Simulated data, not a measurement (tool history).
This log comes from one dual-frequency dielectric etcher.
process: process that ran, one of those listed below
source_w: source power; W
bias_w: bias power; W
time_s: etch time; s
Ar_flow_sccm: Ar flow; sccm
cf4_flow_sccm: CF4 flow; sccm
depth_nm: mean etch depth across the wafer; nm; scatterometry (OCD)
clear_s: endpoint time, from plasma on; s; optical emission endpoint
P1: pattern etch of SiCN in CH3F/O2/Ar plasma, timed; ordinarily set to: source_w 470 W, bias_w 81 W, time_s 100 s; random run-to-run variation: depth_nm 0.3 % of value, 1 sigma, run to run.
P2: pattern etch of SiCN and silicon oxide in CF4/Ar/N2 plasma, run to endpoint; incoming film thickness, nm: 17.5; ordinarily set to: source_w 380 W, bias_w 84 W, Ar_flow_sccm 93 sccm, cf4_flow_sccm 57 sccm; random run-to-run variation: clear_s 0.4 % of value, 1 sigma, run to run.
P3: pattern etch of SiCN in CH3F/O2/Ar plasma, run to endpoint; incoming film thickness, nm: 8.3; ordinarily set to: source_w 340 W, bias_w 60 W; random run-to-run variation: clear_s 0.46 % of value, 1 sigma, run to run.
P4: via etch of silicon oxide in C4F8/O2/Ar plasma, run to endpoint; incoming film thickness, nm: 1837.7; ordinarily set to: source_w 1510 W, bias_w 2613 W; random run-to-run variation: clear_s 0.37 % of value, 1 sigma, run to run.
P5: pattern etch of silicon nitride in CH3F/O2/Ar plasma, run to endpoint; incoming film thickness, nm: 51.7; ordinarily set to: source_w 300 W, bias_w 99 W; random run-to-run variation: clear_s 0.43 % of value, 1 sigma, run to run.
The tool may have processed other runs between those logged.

run	hour	process	source_w	bias_w	time_s	Ar_flow_sccm	cf4_flow_sccm	hours since the last wet clean	hours since the last source power generator calibration	hours since the last bias power generator calibration	depth_nm	clear_s
1	5.4	P1	470	81	100			315.1	1915.6	934.5	41.807	
2	11	P3	340	80				320.7	1921.2	940.1		22.723
3	18.8	P5	300	99				328.5	1929	947.9		75.377
4	27.3	P5	190	99				337	1937.5	956.4		88.89
5	33.3	P2	380	84		93	57	343	1943.5	962.4		22.452
6	40.9	P3	420	60				350.6	1951.1	970		23.28
7	47.4	P2	380	84		93	57	357.1	1957.6	976.5		22.562
8	56	P1	340	81	100			365.7	1966.2	985.1	36.934	
9	62.4	P1	470	81	100			372.1	1972.6	991.5	41.659	
10	72.8	P3	340	60				382.5	1983	1001.9		25.156
11	84.1	P4	1510	2613				393.8	1994.3	1013.2		368.77
12	91.4	P5	300	126				401.1	2001.6	1020.5		68.521
13	96.5	P1	390	58	100			406.2	2006.7	1025.6	34.512	
14	102.6	P1	470	114	100			412.3	2012.8	1031.7	47.52	
15	112.9	P4	1000	2613				422.6	2023.1	1042		429
16	118.5	P4	1510	3226				428.2	2028.7	1047.6		343.13
17	128.8	P1	470	81	100			438.5	2039	1057.9	41.943	
18	137.2	P1	470	81	100			446.9	2047.4	1066.3	41.696	
19	142.9	P1	470	48	100			452.6	2053.1	1072	34.888	
20	148.9	P2	380	84		93	74	458.6	2059.1	1078		21.923
21	154.9	P2	280	84		93	57	464.6	2065.1	1084		29.392
22	165.5	P4	1510	2613				475.2	2075.7	1094.6		367.55
23	174	P1	470	81	100			483.7	2084.2	1103.1	41.65	

What will run 24 give?
24	185.3	P3	340	60				495	2095.5	1114.4		?

{"run 24": {"clear_s": 25.114}}
